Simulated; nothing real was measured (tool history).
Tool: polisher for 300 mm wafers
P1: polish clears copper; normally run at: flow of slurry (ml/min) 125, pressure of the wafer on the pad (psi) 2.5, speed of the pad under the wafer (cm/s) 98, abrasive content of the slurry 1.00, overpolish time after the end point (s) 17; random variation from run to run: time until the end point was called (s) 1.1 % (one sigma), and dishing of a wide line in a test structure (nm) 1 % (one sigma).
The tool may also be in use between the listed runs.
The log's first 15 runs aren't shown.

| run | day | flow of slurry (ml/min) | pressure of the wafer on the pad (psi) | speed of the pad under the wafer (cm/s) | abrasive content of the slurry | overpolish time after the end point (s) | wafers polished on this pad | hours since the slurry nozzle was cleaned | hours since the head pressure was calibrated | hours since the slurry blender was calibrated | time until the end point was called (s) | dishing of a wide line in a test structure (nm) |
|---|---|---|---|---|---|---|---|---|---|---|---|---|
| 16 | 2.083 | 125 | 2.5 | 98 | 1.00 | 28 | 658 | 294.4 | 629.4 | 116.4 | 142.110 | 43.1520 |
| 17 | 2.212 | 125 | 2.5 | 98 | 1.00 | 17 | 675 | 297.5 | 632.5 | 119.5 | 140.700 | 27.8550 |
| 18 | 2.338 | 175 | 2.5 | 66 | 1.00 | 17 | 692 | 300.5 | 635.5 | 122.5 | 199.750 | 20.5210 |
| 19 | 2.467 | 125 | 2.5 | 98 | 1.00 | 17 | 709 | 303.6 | 638.6 | 125.6 | 143.100 | 28.3970 |
| 20 | 2.600 | 125 | 2.5 | 98 | 1.00 | 17 | 727 | 306.8 | 641.8 | 128.8 | 142.230 | 27.9590 |
| 21 | 2.738 | 125 | 2.5 | 98 | 1.00 | 17 | 746 | 310.1 | 645.1 | 132.1 | 148.340 | 27.0910 |
| 22 | 2.921 | 125 | 2.5 | 98 | 1.00 | 17 | 770 | 314.5 | 649.5 | 136.5 | 150.150 | 26.6660 |
| 23 | 3.104 | 125 | 2.5 | 98 | 1.00 | 17 | 795 | 318.9 | 653.9 | 140.9 | 157.890 | 25.6190 |

Forecast run 24:
| 24 | 3.229 | 125 | 2.5 | 98 | 1.00 | 17 | 811 | 321.9 | 656.9 | 143.9 | ? | ? |

{"run 24": {"time until the end point was called (s)": 154.74, "dishing of a wide line in a test structure (nm)": 25.448}}

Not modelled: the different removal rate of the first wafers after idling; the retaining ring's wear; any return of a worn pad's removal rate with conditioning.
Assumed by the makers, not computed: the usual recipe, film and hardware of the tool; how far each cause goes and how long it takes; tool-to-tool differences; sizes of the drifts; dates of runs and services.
